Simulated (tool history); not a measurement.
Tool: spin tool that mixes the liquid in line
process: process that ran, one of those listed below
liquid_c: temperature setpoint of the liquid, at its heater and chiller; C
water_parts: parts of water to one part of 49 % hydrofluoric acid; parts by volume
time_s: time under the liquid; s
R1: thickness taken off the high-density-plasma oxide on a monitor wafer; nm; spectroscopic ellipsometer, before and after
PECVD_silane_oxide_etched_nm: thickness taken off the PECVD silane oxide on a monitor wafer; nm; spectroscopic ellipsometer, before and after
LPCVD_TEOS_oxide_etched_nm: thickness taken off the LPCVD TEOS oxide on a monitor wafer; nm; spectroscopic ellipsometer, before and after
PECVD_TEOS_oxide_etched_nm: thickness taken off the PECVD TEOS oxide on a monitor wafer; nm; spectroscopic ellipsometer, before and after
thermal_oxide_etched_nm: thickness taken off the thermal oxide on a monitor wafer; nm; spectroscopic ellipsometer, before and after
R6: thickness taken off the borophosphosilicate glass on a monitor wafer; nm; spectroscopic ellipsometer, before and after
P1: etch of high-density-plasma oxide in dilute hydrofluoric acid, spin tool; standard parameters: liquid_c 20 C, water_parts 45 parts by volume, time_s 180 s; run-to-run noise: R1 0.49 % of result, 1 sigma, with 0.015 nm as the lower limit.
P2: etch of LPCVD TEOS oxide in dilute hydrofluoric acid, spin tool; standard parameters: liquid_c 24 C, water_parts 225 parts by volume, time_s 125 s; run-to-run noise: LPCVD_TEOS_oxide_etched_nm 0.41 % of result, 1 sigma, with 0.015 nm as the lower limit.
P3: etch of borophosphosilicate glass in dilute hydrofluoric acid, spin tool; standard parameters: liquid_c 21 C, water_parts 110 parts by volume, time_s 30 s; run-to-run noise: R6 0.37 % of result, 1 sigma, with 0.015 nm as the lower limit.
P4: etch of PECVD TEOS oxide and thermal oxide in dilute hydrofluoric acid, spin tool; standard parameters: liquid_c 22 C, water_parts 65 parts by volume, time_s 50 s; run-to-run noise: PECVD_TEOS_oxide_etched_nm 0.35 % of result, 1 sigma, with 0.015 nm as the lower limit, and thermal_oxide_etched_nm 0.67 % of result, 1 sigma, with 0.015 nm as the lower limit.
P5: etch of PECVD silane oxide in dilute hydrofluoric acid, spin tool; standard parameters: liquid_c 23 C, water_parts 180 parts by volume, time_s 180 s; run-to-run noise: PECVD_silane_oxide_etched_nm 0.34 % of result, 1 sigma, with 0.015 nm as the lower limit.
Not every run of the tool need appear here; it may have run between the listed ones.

run 1 hour=15.4 | process=P1 liquid_c=20 water_parts=45 time_s=180 | R1=24.807
run 2 hour=24.7 | process=P5 liquid_c=23 water_parts=40 time_s=180 | PECVD_silane_oxide_etched_nm=124.4
run 3 hour=33 | process=P1 liquid_c=20 water_parts=45 time_s=180 | R1=24.801
run 4 hour=46.4 | process=P1 liquid_c=20 water_parts=45 time_s=180 | R1=24.687
run 5 hour=59 | process=P1 liquid_c=17 water_parts=45 time_s=180 | R1=21.852
run 6 hour=72.1 | process=P2 liquid_c=24 water_parts=225 time_s=125 | LPCVD_TEOS_oxide_etched_nm=12.095
run 7 hour=81.2 | process=P1 liquid_c=17 water_parts=45 time_s=15 | R1=1.7866
-- hour=92.6 hydrofluoric acid flow meter replaced
run 8 hour=97 | process=P4 liquid_c=22 water_parts=65 time_s=50 | PECVD_TEOS_oxide_etched_nm=10.643 thermal_oxide_etched_nm=3.546
run 9 hour=111.5 | process=P3 liquid_c=21 water_parts=110 time_s=30 | R6=11.097
run 10 hour=118.8 | process=P1 liquid_c=20 water_parts=75 time_s=15 | R1=1.1886
run 11 hour=129.8 | process=P5 liquid_c=23 water_parts=180 time_s=180 | PECVD_silane_oxide_etched_nm=23.385
run 12 hour=138.4 | process=P1 liquid_c=20 water_parts=45 time_s=180 | R1=24.725
run 13 hour=148 | process=P1 liquid_c=20 water_parts=25 time_s=180 | R1=45.732
run 14 hour=163 | process=P4 liquid_c=17 water_parts=65 time_s=50 | PECVD_TEOS_oxide_etched_nm=8.5996 thermal_oxide_etched_nm=2.8883
run 15 hour=178.5 | process=P1 liquid_c=20 water_parts=45 time_s=180 | R1=24.773
run 16 hour=191.7 | process=P3 liquid_c=21 water_parts=110 time_s=15 | R6=5.4361
run 17 hour=202.4 | process=P3 liquid_c=17 water_parts=110 time_s=30 | R6=9.2606
run 18 hour=209.8 | process=P3 liquid_c=21 water_parts=110 time_s=30 | R6=11.046
run 19 hour=219.5 | process=P4 liquid_c=22 water_parts=65 time_s=90 | PECVD_TEOS_oxide_etched_nm=19.007 thermal_oxide_etched_nm=6.3568
run 20 hour=226.9 | process=P2 liquid_c=24 water_parts=225 time_s=235 | LPCVD_TEOS_oxide_etched_nm=22.623
run 21 hour=235.8 | process=P5 liquid_c=17 water_parts=180 time_s=180 | PECVD_silane_oxide_etched_nm=18.557
run 22 hour=249 | process=P5 liquid_c=23 water_parts=180 time_s=15 | PECVD_silane_oxide_etched_nm=1.9165
run 23 hour=259.4 | process=P1 liquid_c=17 water_parts=70 time_s=180 | R1=13.48
run 24 hour=267 | process=P1 liquid_c=20 water_parts=70 time_s=180 | R1=15.423
run 25 hour=274.2 | process=P1 liquid_c=20 water_parts=45 time_s=180 | R1=24.816
run 26 hour=288.2 | process=P1 liquid_c=20 water_parts=45 time_s=25 | R1=3.4259
run 27 hour=300.7 | process=P1 liquid_c=20 water_parts=45 time_s=360 | R1=49.767
run 28 hour=316.6 | process=P3 liquid_c=21 water_parts=20 time_s=30 | R6=67.554
run 29 hour=328.6 | process=P4 liquid_c=22 water_parts=20 time_s=50 | PECVD_TEOS_oxide_etched_nm=36.41 thermal_oxide_etched_nm=12.202
run 30 hour=341 | process=P1 liquid_c=20 water_parts=45 time_s=180 | R1=24.978
run 31 hour=350.9 | process=P1 liquid_c=27 water_parts=45 time_s=180 | R1=33.021
run 32 hour=364.3 | process=P2 liquid_c=24 water_parts=225 time_s=125 | LPCVD_TEOS_oxide_etched_nm=12.126
run 33 hour=376 | process=P2 liquid_c=30.5 water_parts=225 time_s=125 | LPCVD_TEOS_oxide_etched_nm=15.279
run 34 hour=391.7 | process=P2 liquid_c=24 water_parts=140 time_s=125 | LPCVD_TEOS_oxide_etched_nm=21.211
run 35 hour=406.2 | process=P1 liquid_c=20 water_parts=45 time_s=180 | R1=24.577
run 36 hour=417.2 | process=P1 liquid_c=20 water_parts=45 time_s=180 | R1=25.526
run 37 hour=432.3 | process=P1 liquid_c=20 water_parts=45 time_s=180 | R1=26.343
run 38 hour=441.8 | process=P1 liquid_c=20 water_parts=45 time_s=180 | R1=26.678
run 39 hour=457.2 | process=P1 liquid_c=20 water_parts=45 time_s=180 | R1=27.15
run 40 hour=471.3 | process=P1 liquid_c=20 water_parts=45 time_s=180 | R1=26.825
run 41 hour=486.8 | process=P1 liquid_c=20 water_parts=45 time_s=180 | R1=27.191
run 42 hour=500.5 | process=P1 liquid_c=20 water_parts=45 time_s=180 | R1=27.214
run 43 hour=511.8 | process=P1 liquid_c=20 water_parts=45 time_s=180 | R1=27.21
run 44 hour=519.1 | process=P1 liquid_c=20 water_parts=45 time_s=180 | R1=27.508

What P1 gives has crept away from where it was. These 2 causes fit the log equally well, each at the size given:
A: hydrofluoric acid flow above the setpoint (%) = 9.96
B: liquid hotter than its thermometer reads (K) = 2.37
The process output started creeping at around hour 406.2.

Question marks stand in for the results of the 4 check runs listed below, each run on one wafer. Under which run would the listed causes show clearly different results?
run check 1 hour=526.4 | process=P2 liquid_c=28.5 water_parts=225 time_s=125 | LPCVD_TEOS_oxide_etched_nm=?
run check 2 hour=526.4 | process=P3 liquid_c=17 water_parts=110 time_s=30 | R6=?
run check 3 hour=526.4 | process=P4 liquid_c=17.5 water_parts=20 time_s=50 | PECVD_TEOS_oxide_etched_nm=? thermal_oxide_etched_nm=?
run check 4 hour=526.4 | process=P5 liquid_c=23 water_parts=50 time_s=45 | PECVD_silane_oxide_etched_nm=?

Check results expected under each cause:
check=check_1 result=LPCVD_TEOS_oxide_etched_nm if_A=15.986 if_B=15.39
check=check_2 result=R6 if_A=10.365 if_B=10.294
check=check_3 result=PECVD_TEOS_oxide_etched_nm if_A=33.091 if_B=33.326
check=check_3 result=thermal_oxide_etched_nm if_A=11.004 if_B=11.082
check=check_4 result=PECVD_silane_oxide_etched_nm if_A=27.207 if_B=27.113
Separation of the two closest causes in each check, using whichever result separates them best: check 1 3.8 %; check 2 0.68 %; check 3 0.71 %; check 4 0.35 %
The other checks would show nearly matching results whichever cause is true, so check 1 is the only one that separates the causes.

With check 1 done, the readings were: LPCVD_TEOS_oxide_etched_nm 16.082 nm. Identify which of the listed causes applies.

The cause is A: hydrofluoric acid flow above the setpoint (%).
